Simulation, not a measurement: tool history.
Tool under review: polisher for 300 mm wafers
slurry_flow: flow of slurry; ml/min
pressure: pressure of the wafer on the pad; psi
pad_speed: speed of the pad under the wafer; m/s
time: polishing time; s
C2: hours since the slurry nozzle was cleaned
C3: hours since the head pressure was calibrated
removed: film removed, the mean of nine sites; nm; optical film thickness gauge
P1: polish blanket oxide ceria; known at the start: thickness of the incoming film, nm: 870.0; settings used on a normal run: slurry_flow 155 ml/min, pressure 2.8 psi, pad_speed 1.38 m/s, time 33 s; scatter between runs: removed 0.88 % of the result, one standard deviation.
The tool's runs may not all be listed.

Run 1, hour 5.3: slurry_flow 155 ml/min, pressure 2.8 psi, pad_speed 1.38 m/s, time 33 s; wafers polished on this pad 323; C2 663.9; C3 270.3. Result: removed 145.68 nm.
Run 2, hour 8.2: slurry_flow 95 ml/min, pressure 2.8 psi, pad_speed 1.38 m/s, time 33 s; wafers polished on this pad 356; C2 666.8; C3 273.2. Result: removed 132.57 nm.
Run 3, hour 11: slurry_flow 155 ml/min, pressure 4.1 psi, pad_speed 1.38 m/s, time 33 s; wafers polished on this pad 388; C2 669.6; C3 276. Result: removed 215.02 nm.
Run 4, hour 14.1: slurry_flow 195 ml/min, pressure 2.8 psi, pad_speed 1.38 m/s, time 45 s; wafers polished on this pad 423; C2 672.7; C3 279.1. Result: removed 210.28 nm.
At hour 17.3: worn pad replaced by a new one.
Run 5, hour 18.7: slurry_flow 95 ml/min, pressure 2.8 psi, pad_speed 1.38 m/s, time 42 s; wafers polished on this pad 16; C2 677.3; C3 283.7. Result: removed 167.73 nm.
Run 6, hour 23.4: slurry_flow 155 ml/min, pressure 2.8 psi, pad_speed 2.14 m/s, time 33 s; wafers polished on this pad 69; C2 682; C3 288.4. Result: removed 226.93 nm.
Run 7, hour 27.8: slurry_flow 155 ml/min, pressure 2.8 psi, pad_speed 1.38 m/s, time 46 s; wafers polished on this pad 119; C2 686.4; C3 292.8. Result: removed 202.28 nm.
Run 8, hour 31.1: slurry_flow 155 ml/min, pressure 2.8 psi, pad_speed 1.38 m/s, time 33 s; wafers polished on this pad 156; C2 689.7; C3 296.1. Result: removed 146.69 nm.
Run 9, hour 34.2: slurry_flow 155 ml/min, pressure 2.8 psi, pad_speed 1.38 m/s, time 33 s; wafers polished on this pad 191; C2 692.8; C3 299.2. Result: removed 148.35 nm.
Run 10, hour 37.1: slurry_flow 155 ml/min, pressure 2.8 psi, pad_speed 0.72 m/s, time 33 s; wafers polished on this pad 224; C2 695.7; C3 302.1. Result: removed 77.904 nm.
Run 11, hour 40.5: slurry_flow 155 ml/min, pressure 2.8 psi, pad_speed 1.38 m/s, time 33 s; wafers polished on this pad 262; C2 699.1; C3 305.5. Result: removed 144.13 nm.
Run 12, hour 45.2: slurry_flow 155 ml/min, pressure 2.8 psi, pad_speed 1.38 m/s, time 33 s; wafers polished on this pad 315; C2 703.8; C3 310.2. Result: removed 143.49 nm.
Run 13, hour 49.4: slurry_flow 155 ml/min, pressure 2.8 psi, pad_speed 1.38 m/s, time 33 s; wafers polished on this pad 362; C2 708; C3 314.4. Result: removed 147.66 nm.
Run 14, hour 52.4: slurry_flow 155 ml/min, pressure 2.8 psi, pad_speed 1.38 m/s, time 33 s; wafers polished on this pad 396; C2 711; C3 317.4. Result: removed 146.08 nm.
Run 15, hour 58.3: slurry_flow 245 ml/min, pressure 2.8 psi, pad_speed 1.38 m/s, time 33 s; wafers polished on this pad 462; C2 716.9; C3 323.3. Result: removed 155.94 nm.
Run 16, hour 62.2: slurry_flow 155 ml/min, pressure 2.8 psi, pad_speed 1.38 m/s, time 17 s; wafers polished on this pad 506; C2 720.8; C3 327.2. Result: removed 75.053 nm.
Run 17, hour 64.8: slurry_flow 155 ml/min, pressure 1.3 psi, pad_speed 1.38 m/s, time 33 s; wafers polished on this pad 536; C2 723.4; C3 329.8. Result: removed 68.439 nm.
Run 18, hour 68.4: slurry_flow 155 ml/min, pressure 2.8 psi, pad_speed 1.38 m/s, time 33 s; wafers polished on this pad 576; C2 727; C3 333.4. Result: removed 148.14 nm.
Run 19, hour 71: slurry_flow 155 ml/min, pressure 2.8 psi, pad_speed 1.38 m/s, time 33 s; wafers polished on this pad 606; C2 729.6; C3 336. Result: removed 143.06 nm.
Run 20, hour 74.4: slurry_flow 155 ml/min, pressure 2.8 psi, pad_speed 1.38 m/s, time 33 s; wafers polished on this pad 644; C2 733; C3 339.4. Result: removed 135.95 nm.
Run 21, hour 79.2: slurry_flow 155 ml/min, pressure 2.8 psi, pad_speed 1.38 m/s, time 33 s; wafers polished on this pad 698; C2 737.8; C3 344.2. Result: removed 136.45 nm.
Run 22, hour 82.4: slurry_flow 155 ml/min, pressure 2.8 psi, pad_speed 1.38 m/s, time 33 s; wafers polished on this pad 734; C2 741; C3 347.4. Result: removed 134.96 nm.

What does the tool deliver on the next run?
At hour 83.3: worn pad replaced by a new one.
Run 23, hour 85.1: slurry_flow 155 ml/min, pressure 2.8 psi, pad_speed 1.38 m/s, time 33 s; wafers polished on this pad 20; C2 743.7; C3 350.1. Result: removed ?.

removed: 134.33 nm

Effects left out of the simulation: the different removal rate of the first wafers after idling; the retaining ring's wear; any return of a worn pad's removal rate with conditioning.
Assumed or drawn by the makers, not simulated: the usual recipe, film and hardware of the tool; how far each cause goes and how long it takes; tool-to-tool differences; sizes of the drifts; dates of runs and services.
